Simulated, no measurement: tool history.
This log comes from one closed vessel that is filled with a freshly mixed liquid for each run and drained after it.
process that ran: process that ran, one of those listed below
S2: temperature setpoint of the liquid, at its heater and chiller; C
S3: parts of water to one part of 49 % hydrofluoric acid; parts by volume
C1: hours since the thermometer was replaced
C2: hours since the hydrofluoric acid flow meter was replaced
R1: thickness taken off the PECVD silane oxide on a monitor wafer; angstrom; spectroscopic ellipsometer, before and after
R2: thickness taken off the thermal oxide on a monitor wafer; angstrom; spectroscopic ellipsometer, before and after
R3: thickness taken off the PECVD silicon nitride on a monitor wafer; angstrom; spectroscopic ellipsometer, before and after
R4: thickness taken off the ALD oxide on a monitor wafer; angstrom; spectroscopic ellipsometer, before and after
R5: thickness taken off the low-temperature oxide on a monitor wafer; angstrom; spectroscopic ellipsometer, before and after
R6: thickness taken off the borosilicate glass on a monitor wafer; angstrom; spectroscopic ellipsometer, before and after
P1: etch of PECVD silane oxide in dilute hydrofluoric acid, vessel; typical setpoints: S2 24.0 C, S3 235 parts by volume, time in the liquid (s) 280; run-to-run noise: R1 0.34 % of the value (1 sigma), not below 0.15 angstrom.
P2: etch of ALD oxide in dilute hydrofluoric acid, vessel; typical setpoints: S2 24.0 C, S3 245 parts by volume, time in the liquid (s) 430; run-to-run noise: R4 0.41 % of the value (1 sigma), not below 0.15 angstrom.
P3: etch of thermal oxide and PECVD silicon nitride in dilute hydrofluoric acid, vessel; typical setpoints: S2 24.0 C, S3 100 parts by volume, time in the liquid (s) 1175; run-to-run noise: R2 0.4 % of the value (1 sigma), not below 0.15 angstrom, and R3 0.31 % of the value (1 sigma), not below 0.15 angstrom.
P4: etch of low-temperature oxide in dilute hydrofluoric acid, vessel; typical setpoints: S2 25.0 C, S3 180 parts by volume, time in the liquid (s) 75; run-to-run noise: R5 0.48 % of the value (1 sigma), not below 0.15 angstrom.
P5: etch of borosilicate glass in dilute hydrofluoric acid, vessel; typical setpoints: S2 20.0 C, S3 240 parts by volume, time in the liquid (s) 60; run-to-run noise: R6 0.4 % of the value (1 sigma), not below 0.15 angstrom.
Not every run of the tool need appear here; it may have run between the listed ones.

{"run": 1, "hour": 10.0, "process that ran": "P1", "S2": 24.0, "S3": 235, "time in the liquid (s)": 280, "C1": 977.2, "C2": 849.8, "R1": 322.4}
{"run": 2, "hour": 19.1, "process that ran": "P1", "S2": 24.0, "S3": 235, "time in the liquid (s)": 500, "C1": 986.3, "C2": 858.9, "R1": 578.62}
{"run": 3, "hour": 37.1, "process that ran": "P3", "S2": 17.0, "S3": 100, "time in the liquid (s)": 1175, "C1": 1004.3, "C2": 876.9, "R2": 424.25, "R3": 126.32}
{"run": 4, "hour": 50.8, "process that ran": "P1", "S2": 24.0, "S3": 235, "time in the liquid (s)": 45, "C1": 1018.0, "C2": 890.6, "R1": 51.833}
{"run": 5, "hour": 62.7, "process that ran": "P1", "S2": 17.0, "S3": 235, "time in the liquid (s)": 160, "C1": 1029.9, "C2": 902.5, "R1": 142.17}
{"run": 6, "hour": 79.7, "process that ran": "P2", "S2": 24.0, "S3": 365, "time in the liquid (s)": 430, "C1": 1046.9, "C2": 919.5, "R4": 91.487}
{"run": 7, "hour": 96.1, "process that ran": "P1", "S2": 32.5, "S3": 235, "time in the liquid (s)": 280, "C1": 1063.3, "C2": 935.9, "R1": 433.51}
{"run": 8, "hour": 109.3, "process that ran": "P2", "S2": 24.0, "S3": 245, "time in the liquid (s)": 685, "C1": 1076.5, "C2": 949.1, "R4": 244.08}
{"run": 9, "hour": 126.2, "process that ran": "P2", "S2": 18.0, "S3": 245, "time in the liquid (s)": 430, "C1": 1093.4, "C2": 966.0, "R4": 122.9}
{"run": 10, "hour": 143.9, "process that ran": "P1", "S2": 24.0, "S3": 235, "time in the liquid (s)": 280, "C1": 1111.1, "C2": 983.7, "R1": 320.95}
{"run": 11, "hour": 159.1, "process that ran": "P1", "S2": 24.0, "S3": 235, "time in the liquid (s)": 280, "C1": 1126.3, "C2": 998.9, "R1": 320.84}
{"run": 12, "hour": 175.5, "process that ran": "P3", "S2": 24.0, "S3": 140, "time in the liquid (s)": 1175, "C1": 1142.7, "C2": 1015.3, "R2": 383.15, "R3": 145.84}
{"run": 13, "hour": 193.0, "process that ran": "P2", "S2": 24.0, "S3": 245, "time in the liquid (s)": 430, "C1": 1160.2, "C2": 1032.8, "R4": 154.24}
{"run": 14, "hour": 203.2, "process that ran": "P4", "S2": 25.0, "S3": 265, "time in the liquid (s)": 75, "C1": 1170.4, "C2": 1043.0, "R5": 24.993}
{"hour": 219.1, "done": "thermometer replaced"}
{"run": 15, "hour": 220.6, "process that ran": "P5", "S2": 27.0, "S3": 240, "time in the liquid (s)": 60, "C1": 1.5, "C2": 1060.4, "R6": 91.479}
{"run": 16, "hour": 234.8, "process that ran": "P1", "S2": 24.0, "S3": 235, "time in the liquid (s)": 280, "C1": 15.7, "C2": 1074.6, "R1": 321.58}
{"run": 17, "hour": 251.9, "process that ran": "P4", "S2": 30.0, "S3": 180, "time in the liquid (s)": 75, "C1": 32.8, "C2": 1091.7, "R5": 48.72}
{"run": 18, "hour": 260.3, "process that ran": "P5", "S2": 20.0, "S3": 345, "time in the liquid (s)": 60, "C1": 41.2, "C2": 1100.1, "R6": 44.653}
{"run": 19, "hour": 269.1, "process that ran": "P4", "S2": 25.0, "S3": 180, "time in the liquid (s)": 75, "C1": 50.0, "C2": 1108.9, "R5": 40.921}
{"run": 20, "hour": 285.4, "process that ran": "P1", "S2": 24.0, "S3": 140, "time in the liquid (s)": 280, "C1": 66.3, "C2": 1125.2, "R1": 595.67}
{"run": 21, "hour": 294.9, "process that ran": "P1", "S2": 24.0, "S3": 235, "time in the liquid (s)": 280, "C1": 75.8, "C2": 1134.7, "R1": 321.82}
{"run": 22, "hour": 306.1, "process that ran": "P1", "S2": 19.0, "S3": 235, "time in the liquid (s)": 280, "C1": 87.0, "C2": 1145.9, "R1": 267.66}
{"run": 23, "hour": 320.8, "process that ran": "P2", "S2": 24.0, "S3": 245, "time in the liquid (s)": 430, "C1": 101.7, "C2": 1160.6, "R4": 152.37}
{"run": 24, "hour": 331.1, "process that ran": "P4", "S2": 25.0, "S3": 180, "time in the liquid (s)": 75, "C1": 112.0, "C2": 1170.9, "R5": 41.062}
{"run": 25, "hour": 342.1, "process that ran": "P1", "S2": 24.0, "S3": 335, "time in the liquid (s)": 280, "C1": 123.0, "C2": 1181.9, "R1": 204.56}
{"run": 26, "hour": 356.0, "process that ran": "P1", "S2": 24.0, "S3": 235, "time in the liquid (s)": 280, "C1": 136.9, "C2": 1195.8, "R1": 321.44}
{"run": 27, "hour": 364.2, "process that ran": "P1", "S2": 24.0, "S3": 425, "time in the liquid (s)": 435, "C1": 145.1, "C2": 1204.0, "R1": 230.76}
{"run": 28, "hour": 375.1, "process that ran": "P5", "S2": 20.0, "S3": 240, "time in the liquid (s)": 60, "C1": 156.0, "C2": 1214.9, "R6": 70.568}
{"run": 29, "hour": 384.2, "process that ran": "P3", "S2": 24.0, "S3": 100, "time in the liquid (s)": 1730, "C1": 165.1, "C2": 1224.0, "R2": 831.81, "R3": 300.6}
{"run": 30, "hour": 397.1, "process that ran": "P3", "S2": 24.0, "S3": 100, "time in the liquid (s)": 1175, "C1": 178.0, "C2": 1236.9, "R2": 564.78, "R3": 202.98}
{"run": 31, "hour": 405.9, "process that ran": "P5", "S2": 20.0, "S3": 240, "time in the liquid (s)": 30, "C1": 186.8, "C2": 1245.7, "R6": 35.678}
{"run": 32, "hour": 418.4, "process that ran": "P4", "S2": 25.0, "S3": 180, "time in the liquid (s)": 135, "C1": 199.3, "C2": 1258.2, "R5": 73.406}
{"run": 33, "hour": 436.6, "process that ran": "P1", "S2": 24.0, "S3": 235, "time in the liquid (s)": 280, "C1": 217.5, "C2": 1276.4, "R1": 322.1}
{"run": 34, "hour": 451.4, "process that ran": "P1", "S2": 24.0, "S3": 235, "time in the liquid (s)": 280, "C1": 232.3, "C2": 1291.2, "R1": 331.09}
{"run": 35, "hour": 467.8, "process that ran": "P1", "S2": 24.0, "S3": 235, "time in the liquid (s)": 280, "C1": 248.7, "C2": 1307.6, "R1": 334.78}

What will run 36 give?
{"run": 36, "hour": 481.9, "process that ran": "P1", "S2": 24.0, "S3": 235, "time in the liquid (s)": 280, "C1": 262.8, "C2": 1321.7, "R1": "?"}

R1: 338.630 angstrom
